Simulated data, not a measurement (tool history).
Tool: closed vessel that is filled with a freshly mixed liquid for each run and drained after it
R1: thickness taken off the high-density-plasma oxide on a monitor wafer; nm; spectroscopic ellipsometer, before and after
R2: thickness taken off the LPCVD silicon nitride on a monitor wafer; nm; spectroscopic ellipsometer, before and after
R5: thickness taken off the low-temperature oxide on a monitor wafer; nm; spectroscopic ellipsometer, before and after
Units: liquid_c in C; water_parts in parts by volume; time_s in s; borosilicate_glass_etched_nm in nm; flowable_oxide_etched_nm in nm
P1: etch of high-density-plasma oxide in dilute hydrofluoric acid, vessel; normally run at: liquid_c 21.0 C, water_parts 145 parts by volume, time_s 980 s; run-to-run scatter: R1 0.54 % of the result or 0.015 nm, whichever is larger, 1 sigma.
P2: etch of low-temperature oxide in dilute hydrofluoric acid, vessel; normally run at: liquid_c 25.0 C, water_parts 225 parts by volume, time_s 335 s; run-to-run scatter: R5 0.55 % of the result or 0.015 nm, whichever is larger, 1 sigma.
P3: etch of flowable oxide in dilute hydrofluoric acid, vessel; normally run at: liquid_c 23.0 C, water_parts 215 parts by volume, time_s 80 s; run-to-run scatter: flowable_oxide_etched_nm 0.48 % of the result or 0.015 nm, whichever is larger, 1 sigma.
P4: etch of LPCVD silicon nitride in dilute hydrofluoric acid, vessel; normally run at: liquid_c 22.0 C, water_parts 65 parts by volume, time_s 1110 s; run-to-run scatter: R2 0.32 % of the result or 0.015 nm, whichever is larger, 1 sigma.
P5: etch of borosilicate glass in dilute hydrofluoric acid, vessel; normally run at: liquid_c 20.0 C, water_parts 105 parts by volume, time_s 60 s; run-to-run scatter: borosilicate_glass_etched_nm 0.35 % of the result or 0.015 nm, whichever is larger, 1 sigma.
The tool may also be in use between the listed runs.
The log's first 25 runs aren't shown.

Run 26, hour 299.0: process P5, liquid_c 20.0 C, water_parts 150 parts by volume, time_s 60 s. Result: borosilicate_glass_etched_nm 9.4019 nm.
Run 27, hour 307.8: process P1, liquid_c 21.0 C, water_parts 145 parts by volume, time_s 980 s. Result: R1 30.2690 nm.
Run 28, hour 323.2: process P3, liquid_c 23.0 C, water_parts 385 parts by volume, time_s 80 s. Result: flowable_oxide_etched_nm 7.3164 nm.
Run 29, hour 336.7: process P1, liquid_c 21.0 C, water_parts 55 parts by volume, time_s 980 s. Result: R1 87.6500 nm.
Run 30, hour 346.7: process P3, liquid_c 23.0 C, water_parts 215 parts by volume, time_s 130 s. Result: flowable_oxide_etched_nm 25.0660 nm.
Run 31, hour 353.9: process P2, liquid_c 25.0 C, water_parts 225 parts by volume, time_s 335 s. Result: R5 18.670 nm.
Run 32, hour 362.8: process P3, liquid_c 23.0 C, water_parts 215 parts by volume, time_s 80 s. Result: flowable_oxide_etched_nm 15.3720 nm.
Run 33, hour 373.6: process P1, liquid_c 21.0 C, water_parts 145 parts by volume, time_s 980 s. Result: R1 30.4030 nm.
Run 34, hour 385.2: process P1, liquid_c 21.0 C, water_parts 145 parts by volume, time_s 980 s. Result: R1 31.3300 nm.
Run 35, hour 395.6: process P1, liquid_c 21.0 C, water_parts 145 parts by volume, time_s 980 s. Result: R1 31.4600 nm.

Run 36 comes next. What will it give?
Run 36, hour 411.4: process P1, liquid_c 21.0 C, water_parts 145 parts by volume, time_s 980 s. Result: R1 ?.

Run 36 gave R1 31.8040 nm.
